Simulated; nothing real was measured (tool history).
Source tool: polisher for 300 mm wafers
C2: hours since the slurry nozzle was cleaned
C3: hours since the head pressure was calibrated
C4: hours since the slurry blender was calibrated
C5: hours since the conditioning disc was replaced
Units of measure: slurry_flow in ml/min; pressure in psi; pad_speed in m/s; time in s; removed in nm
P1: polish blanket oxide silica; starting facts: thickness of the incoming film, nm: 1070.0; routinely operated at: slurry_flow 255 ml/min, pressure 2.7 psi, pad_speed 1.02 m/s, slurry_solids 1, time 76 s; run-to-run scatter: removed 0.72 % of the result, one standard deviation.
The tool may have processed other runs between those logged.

{"run": 1, "hour": 4.6, "slurry_flow": 255, "pressure": 2.7, "pad_speed": 1.02, "slurry_solids": 1, "time": 76, "wafers polished on this pad": 200, "C2": 178.4, "C3": 177.7, "C4": 103.6, "C5": 111.3, "removed": 153.71}
{"run": 2, "hour": 10.0, "slurry_flow": 255, "pressure": 2.7, "pad_speed": 1.02, "slurry_solids": 1, "time": 114, "wafers polished on this pad": 236, "C2": 183.8, "C3": 183.1, "C4": 109, "C5": 116.7, "removed": 230.68}
{"hour": 16.3, "done": "slurry blender recalibrated"}
{"run": 3, "hour": 18.4, "slurry_flow": 255, "pressure": 2.7, "pad_speed": 0.48, "slurry_solids": 1, "time": 76, "wafers polished on this pad": 291, "C2": 192.2, "C3": 191.5, "C4": 2.2, "C5": 125.1, "removed": 83.792}
{"run": 4, "hour": 26.8, "slurry_flow": 350, "pressure": 2.7, "pad_speed": 1.02, "slurry_solids": 1, "time": 76, "wafers polished on this pad": 347, "C2": 200.6, "C3": 199.9, "C4": 10.6, "C5": 133.5, "removed": 157.18}
{"run": 5, "hour": 32.6, "slurry_flow": 255, "pressure": 2.7, "pad_speed": 1.02, "slurry_solids": 1.45, "time": 76, "wafers polished on this pad": 385, "C2": 206.4, "C3": 205.7, "C4": 16.4, "C5": 139.3, "removed": 178.88}
{"run": 6, "hour": 38.1, "slurry_flow": 255, "pressure": 2.7, "pad_speed": 1.02, "slurry_solids": 1, "time": 76, "wafers polished on this pad": 421, "C2": 211.9, "C3": 211.2, "C4": 21.9, "C5": 144.8, "removed": 153.16}
{"run": 7, "hour": 46.7, "slurry_flow": 255, "pressure": 4.1, "pad_speed": 1.02, "slurry_solids": 1, "time": 76, "wafers polished on this pad": 478, "C2": 220.5, "C3": 219.8, "C4": 30.5, "C5": 153.4, "removed": 232.46}
{"run": 8, "hour": 54.0, "slurry_flow": 255, "pressure": 3.5, "pad_speed": 0.46, "slurry_solids": 1, "time": 76, "wafers polished on this pad": 526, "C2": 227.8, "C3": 227.1, "C4": 37.8, "C5": 160.7, "removed": 104.46}
{"run": 9, "hour": 61.1, "slurry_flow": 255, "pressure": 2.7, "pad_speed": 1.02, "slurry_solids": 1, "time": 76, "wafers polished on this pad": 573, "C2": 234.9, "C3": 234.2, "C4": 44.9, "C5": 167.8, "removed": 154.03}
{"run": 10, "hour": 66.3, "slurry_flow": 340, "pressure": 2.7, "pad_speed": 1.02, "slurry_solids": 1, "time": 56, "wafers polished on this pad": 608, "C2": 240.1, "C3": 239.4, "C4": 50.1, "C5": 173, "removed": 115.91}
{"run": 11, "hour": 71.6, "slurry_flow": 155, "pressure": 2.7, "pad_speed": 1.02, "slurry_solids": 1, "time": 76, "wafers polished on this pad": 643, "C2": 245.4, "C3": 244.7, "C4": 55.4, "C5": 178.3, "removed": 143.34}
{"run": 12, "hour": 79.4, "slurry_flow": 255, "pressure": 2.7, "pad_speed": 1.02, "slurry_solids": 1, "time": 76, "wafers polished on this pad": 694, "C2": 253.2, "C3": 252.5, "C4": 63.2, "C5": 186.1, "removed": 152.91}
{"run": 13, "hour": 84.7, "slurry_flow": 255, "pressure": 2.7, "pad_speed": 1.02, "slurry_solids": 1, "time": 76, "wafers polished on this pad": 729, "C2": 258.5, "C3": 257.8, "C4": 68.5, "C5": 191.4, "removed": 153.81}
{"run": 14, "hour": 90.9, "slurry_flow": 255, "pressure": 2.7, "pad_speed": 1.02, "slurry_solids": 1, "time": 42, "wafers polished on this pad": 770, "C2": 264.7, "C3": 264, "C4": 74.7, "C5": 197.6, "removed": 84.002}
{"run": 15, "hour": 95.9, "slurry_flow": 255, "pressure": 2.7, "pad_speed": 1.02, "slurry_solids": 0.55, "time": 76, "wafers polished on this pad": 803, "C2": 269.7, "C3": 269, "C4": 79.7, "C5": 202.6, "removed": 111.9}
{"run": 16, "hour": 103.4, "slurry_flow": 255, "pressure": 2.7, "pad_speed": 1.54, "slurry_solids": 1, "time": 76, "wafers polished on this pad": 853, "C2": 277.2, "C3": 276.5, "C4": 87.2, "C5": 210.1, "removed": 210.71}

Expected results for the next run?
{"run": 17, "hour": 108.2, "slurry_flow": 255, "pressure": 2, "pad_speed": 1.02, "slurry_solids": 1, "time": 76, "wafers polished on this pad": 884, "C2": 282, "C3": 281.3, "C4": 92, "C5": 214.9, "removed": "?"}

Run 17 gave removed 113.53 nm.
